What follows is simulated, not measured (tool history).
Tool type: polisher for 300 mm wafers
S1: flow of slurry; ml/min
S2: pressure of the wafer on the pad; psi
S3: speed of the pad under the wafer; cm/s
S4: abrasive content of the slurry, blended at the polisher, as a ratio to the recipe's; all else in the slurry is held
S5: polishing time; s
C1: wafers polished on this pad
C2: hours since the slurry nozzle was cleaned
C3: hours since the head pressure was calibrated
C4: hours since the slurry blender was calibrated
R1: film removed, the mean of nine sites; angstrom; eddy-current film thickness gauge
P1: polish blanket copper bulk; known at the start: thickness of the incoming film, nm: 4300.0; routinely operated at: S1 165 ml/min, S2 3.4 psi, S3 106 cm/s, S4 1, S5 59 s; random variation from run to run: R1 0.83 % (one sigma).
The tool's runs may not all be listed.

{"run": 1, "hour": 13.8, "S1": 165, "S2": 3.4, "S3": 106, "S4": 1, "S5": 59, "C1": 611, "C2": 226.8, "C3": 1016.5, "C4": 275, "R1": 7424.5}
{"run": 2, "hour": 30.0, "S1": 165, "S2": 3.4, "S3": 62, "S4": 1, "S5": 59, "C1": 759, "C2": 243, "C3": 1032.7, "C4": 291.2, "R1": 4295.3}
{"run": 3, "hour": 40.5, "S1": 165, "S2": 3.4, "S3": 106, "S4": 1, "S5": 59, "C1": 855, "C2": 253.5, "C3": 1043.2, "C4": 301.7, "R1": 7262.5}
{"run": 4, "hour": 52.6, "S1": 165, "S2": 3.4, "S3": 106, "S4": 1, "S5": 59, "C1": 966, "C2": 265.6, "C3": 1055.3, "C4": 313.8, "R1": 7298.6}
{"run": 5, "hour": 62.2, "S1": 100, "S2": 3.4, "S3": 106, "S4": 1, "S5": 59, "C1": 1054, "C2": 275.2, "C3": 1064.9, "C4": 323.4, "R1": 6649.6}
{"run": 6, "hour": 72.8, "S1": 165, "S2": 3.4, "S3": 106, "S4": 1, "S5": 85, "C1": 1151, "C2": 285.8, "C3": 1075.5, "C4": 334, "R1": 10614}
{"run": 7, "hour": 87.3, "S1": 165, "S2": 3.4, "S3": 158, "S4": 1.45, "S5": 59, "C1": 1284, "C2": 300.3, "C3": 1090, "C4": 348.5, "R1": 11694}
{"run": 8, "hour": 98.6, "S1": 165, "S2": 3.4, "S3": 106, "S4": 1, "S5": 59, "C1": 1387, "C2": 311.6, "C3": 1101.3, "C4": 359.8, "R1": 7295.8}
{"run": 9, "hour": 109.8, "S1": 165, "S2": 5.4, "S3": 106, "S4": 1, "S5": 59, "C1": 1490, "C2": 322.8, "C3": 1112.5, "C4": 371, "R1": 11481}
{"run": 10, "hour": 121.9, "S1": 165, "S2": 3.4, "S3": 106, "S4": 1.3, "S5": 59, "C1": 1600, "C2": 334.9, "C3": 1124.6, "C4": 383.1, "R1": 7823.4}
{"run": 11, "hour": 135.6, "S1": 165, "S2": 3.4, "S3": 106, "S4": 1, "S5": 59, "C1": 1726, "C2": 348.6, "C3": 1138.3, "C4": 396.8, "R1": 7317.1}
{"run": 12, "hour": 144.6, "S1": 165, "S2": 2.3, "S3": 106, "S4": 1, "S5": 59, "C1": 1808, "C2": 357.6, "C3": 1147.3, "C4": 405.8, "R1": 4933.9}
{"hour": 151.8, "done": "slurry blender recalibrated"}
{"run": 13, "hour": 157.7, "S1": 165, "S2": 3.4, "S3": 106, "S4": 1, "S5": 59, "C1": 1928, "C2": 370.7, "C3": 1160.4, "C4": 5.9, "R1": 7303}
{"run": 14, "hour": 168.9, "S1": 165, "S2": 3.4, "S3": 106, "S4": 1, "S5": 36, "C1": 2031, "C2": 381.9, "C3": 1171.6, "C4": 17.1, "R1": 4545.3}
{"run": 15, "hour": 184.0, "S1": 165, "S2": 3.4, "S3": 106, "S4": 0.65, "S5": 59, "C1": 2169, "C2": 397, "C3": 1186.7, "C4": 32.2, "R1": 6685.4}
{"run": 16, "hour": 191.7, "S1": 250, "S2": 3.4, "S3": 106, "S4": 1, "S5": 59, "C1": 2240, "C2": 404.7, "C3": 1194.4, "C4": 39.9, "R1": 7847.6}
{"run": 17, "hour": 207.4, "S1": 165, "S2": 3.4, "S3": 140, "S4": 1, "S5": 59, "C1": 2383, "C2": 420.4, "C3": 1210.1, "C4": 55.6, "R1": 9607.4}
{"run": 18, "hour": 219.3, "S1": 165, "S2": 3.4, "S3": 106, "S4": 1, "S5": 59, "C1": 2492, "C2": 432.3, "C3": 1222, "C4": 67.5, "R1": 7306.3}
{"run": 19, "hour": 227.5, "S1": 165, "S2": 3.4, "S3": 106, "S4": 1, "S5": 59, "C1": 2567, "C2": 440.5, "C3": 1230.2, "C4": 75.7, "R1": 7128.2}
{"run": 20, "hour": 235.9, "S1": 165, "S2": 3.4, "S3": 106, "S4": 1, "S5": 59, "C1": 2644, "C2": 448.9, "C3": 1238.6, "C4": 84.1, "R1": 7026.5}
{"run": 21, "hour": 249.5, "S1": 165, "S2": 3.4, "S3": 106, "S4": 1, "S5": 59, "C1": 2769, "C2": 462.5, "C3": 1252.2, "C4": 97.7, "R1": 6789}
{"hour": 261.2, "done": "slurry blender recalibrated"}
{"run": 22, "hour": 261.5, "S1": 165, "S2": 3.4, "S3": 106, "S4": 1, "S5": 59, "C1": 2879, "C2": 474.5, "C3": 1264.2, "C4": 0.3, "R1": 6710.3}
{"run": 23, "hour": 274.5, "S1": 165, "S2": 3.4, "S3": 106, "S4": 1, "S5": 59, "C1": 2998, "C2": 487.5, "C3": 1277.2, "C4": 13.3, "R1": 6743.7}
{"run": 24, "hour": 282.6, "S1": 165, "S2": 3.4, "S3": 106, "S4": 1, "S5": 59, "C1": 3072, "C2": 495.6, "C3": 1285.3, "C4": 21.4, "R1": 6601.1}

Run 25 comes next. What will it give?
{"hour": 290.6, "done": "head pressure recalibrated"}
{"run": 25, "hour": 298.4, "S1": 165, "S2": 3.4, "S3": 106, "S4": 1, "S5": 59, "C1": 3217, "C2": 511.4, "C3": 7.9, "C4": 37.2, "R1": "?"}

Run 25 came out at R1 6581.5 angstrom.
